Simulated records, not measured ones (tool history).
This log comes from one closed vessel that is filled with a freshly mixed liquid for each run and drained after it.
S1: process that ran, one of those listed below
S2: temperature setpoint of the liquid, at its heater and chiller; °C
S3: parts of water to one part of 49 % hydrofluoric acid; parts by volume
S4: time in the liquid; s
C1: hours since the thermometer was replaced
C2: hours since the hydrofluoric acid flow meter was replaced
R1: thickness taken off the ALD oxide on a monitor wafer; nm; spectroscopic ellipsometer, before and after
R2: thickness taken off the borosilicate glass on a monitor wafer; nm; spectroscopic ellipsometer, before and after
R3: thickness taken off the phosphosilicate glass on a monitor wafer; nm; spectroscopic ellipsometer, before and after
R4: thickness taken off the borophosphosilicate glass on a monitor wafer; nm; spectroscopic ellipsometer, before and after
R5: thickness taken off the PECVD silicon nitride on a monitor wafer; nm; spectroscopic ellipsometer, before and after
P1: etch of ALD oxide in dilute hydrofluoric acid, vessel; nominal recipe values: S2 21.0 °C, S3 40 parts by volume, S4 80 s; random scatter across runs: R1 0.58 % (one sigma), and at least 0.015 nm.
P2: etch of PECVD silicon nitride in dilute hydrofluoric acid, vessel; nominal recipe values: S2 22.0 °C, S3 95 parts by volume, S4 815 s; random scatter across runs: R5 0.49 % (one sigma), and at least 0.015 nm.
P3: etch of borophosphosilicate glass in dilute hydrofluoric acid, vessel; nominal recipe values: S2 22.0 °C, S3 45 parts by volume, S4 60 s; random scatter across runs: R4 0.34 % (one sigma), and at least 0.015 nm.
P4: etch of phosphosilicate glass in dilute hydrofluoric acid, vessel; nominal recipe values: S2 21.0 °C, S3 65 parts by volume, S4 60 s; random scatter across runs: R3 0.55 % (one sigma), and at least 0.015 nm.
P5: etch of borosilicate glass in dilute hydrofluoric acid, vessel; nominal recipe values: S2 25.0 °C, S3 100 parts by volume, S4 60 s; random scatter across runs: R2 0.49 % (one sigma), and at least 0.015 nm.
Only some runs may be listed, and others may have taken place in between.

run	hour	S1	S2	S3	S4	C1	C2	R1	R2	R3	R4	R5
1	17.0	P1	21.0	40	80	390.2	1042.3	33.353				
2	31.0	P1	21.0	40	80	404.2	1056.3	33.298				
3	48.0	P5	25.0	170	60	421.2	1073.3		7.2783			
4	58.1	P4	26.0	65	60	431.3	1083.4			212.19		
5	72.2	P3	22.0	45	60	445.4	1097.5				47.640	
6	83.7	P1	21.0	40	80	456.9	1109.0	33.333				
7	93.0	P5	25.0	100	60	466.2	1118.3		13.5390			
8	103.1	P3	22.0	20	60	476.3	1128.4				111.330	
9	117.9	P4	21.0	105	60	491.1	1143.2			102.23		
10	127.7	P1	21.0	40	160	500.9	1153.0	66.963				
11	144.4	P3	29.5	45	60	517.6	1169.7				64.609	
12	161.8	P3	22.0	45	60	535.0	1187.1				47.887	
13	178.9	P1	27.5	40	80	552.1	1204.2	43.682				
14	194.3	P5	25.0	100	60	567.5	1219.6		13.4730			
15	205.8	P2	22.0	95	815	579.0	1231.1					30.385
16	217.3	P4	21.0	65	115	590.5	1242.6			332.83		
17	231.1	P3	22.0	45	90	604.3	1256.4				72.045	
18	241.9	P1	21.0	40	80	615.1	1267.2	33.597				
19	259.4	P1	21.0	40	30	632.6	1284.7	12.562				
20	268.2	P2	17.5	95	815	641.4	1293.5					22.234

What does the tool deliver on the next run?
21	278.9	P1	21.0	25	30	652.1	1304.2	?				

{"run 21": {"R1": 20.671}}

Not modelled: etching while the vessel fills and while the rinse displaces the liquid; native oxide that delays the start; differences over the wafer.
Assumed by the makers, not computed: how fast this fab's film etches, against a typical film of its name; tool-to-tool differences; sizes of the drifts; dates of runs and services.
